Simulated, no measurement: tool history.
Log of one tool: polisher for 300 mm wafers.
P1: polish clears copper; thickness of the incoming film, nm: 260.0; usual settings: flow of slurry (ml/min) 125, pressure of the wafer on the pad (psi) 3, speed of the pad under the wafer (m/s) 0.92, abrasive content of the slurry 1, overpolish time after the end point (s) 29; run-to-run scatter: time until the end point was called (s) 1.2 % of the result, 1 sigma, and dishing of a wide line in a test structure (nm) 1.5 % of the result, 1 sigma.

| run | hour | flow of slurry (ml/min) | pressure of the wafer on the pad (psi) | speed of the pad under the wafer (m/s) | abrasive content of the slurry | overpolish time after the end point (s) | wafers polished on this pad | hours since the slurry nozzle was cleaned | hours since the head pressure was calibrated | hours since the slurry blender was calibrated | time until the end point was called (s) | dishing of a wide line in a test structure (nm) |
|---|---|---|---|---|---|---|---|---|---|---|---|---|
| 1 | 4.6 | 125 | 3 | 0.92 | 1 | 29 | 436 | 138.5 | 215 | 185.2 | 86.154 | 61.343 |
| 2 | 12.1 | 125 | 2 | 0.92 | 1 | 9 | 471 | 146 | 222.5 | 192.7 | 127.26 | 14.583 |
| 3 | 20.3 | 125 | 3 | 0.92 | 1 | 29 | 509 | 154.2 | 230.7 | 200.9 | 85.027 | 62.751 |
| 4 | 29.4 | 125 | 3 | 0.92 | 0.6 | 29 | 551 | 163.3 | 239.8 | 210 | 93.6 | 58.108 |
| 5 | 36.3 | 125 | 3 | 0.92 | 1 | 29 | 583 | 170.2 | 246.7 | 216.9 | 83.922 | 60.856 |
| 6 | 40.9 | 125 | 1.8 | 0.92 | 1 | 9 | 604 | 174.8 | 251.3 | 221.5 | 140.16 | 12.929 |
| 7 | 49.4 | 125 | 3 | 0.92 | 1 | 46 | 643 | 183.3 | 259.8 | 230 | 85.397 | 90.683 |
| 8 | 54.6 | 125 | 3 | 0.92 | 1.45 | 29 | 667 | 188.5 | 265 | 235.2 | 79.679 | 65.272 |
| 9 | 60.6 | 125 | 3 | 0.92 | 1 | 9 | 695 | 194.5 | 271 | 241.2 | 86.324 | 21.523 |
| 10 | 68 | 180 | 3 | 0.92 | 1 | 29 | 729 | 201.9 | 278.4 | 248.6 | 81.331 | 64.809 |
| 11 | 75.8 | 125 | 3 | 0.42 | 1 | 29 | 765 | 209.7 | 286.2 | 256.4 | 187.51 | 30.418 |
| 12 | 81.5 | 125 | 4.7 | 0.92 | 1 | 29 | 792 | 215.4 | 291.9 | 262.1 | 55.362 | 94.187 |
| 13 | 86.7 | 125 | 3 | 0.92 | 1 | 29 | 816 | 220.6 | 297.1 | 267.3 | 85.146 | 63.323 |
| 14 | 94.9 | 125 | 1.6 | 0.92 | 1 | 29 | 854 | 228.8 | 305.3 | 275.5 | 159.61 | 34.311 |
|  | 98.2 | head pressure recalibrated |
| 15 | 99 | 80 | 3 | 0.92 | 1 | 29 | 873 | 232.9 | 0.8 | 279.6 | 94.92 | 56.931 |
| 16 | 105.6 | 125 | 3 | 1.28 | 1 | 29 | 903 | 239.5 | 7.4 | 286.2 | 61.396 | 80.19 |

The next listed run, before its measurement:
| 17 | 111.5 | 125 | 3 | 0.92 | 1 | 29 | 930 | 245.4 | 13.3 | 292.1 | ? | ? |

Run 17 gave time until the end point was called (s) 84.946, dishing of a wide line in a test structure (nm) 61.67.

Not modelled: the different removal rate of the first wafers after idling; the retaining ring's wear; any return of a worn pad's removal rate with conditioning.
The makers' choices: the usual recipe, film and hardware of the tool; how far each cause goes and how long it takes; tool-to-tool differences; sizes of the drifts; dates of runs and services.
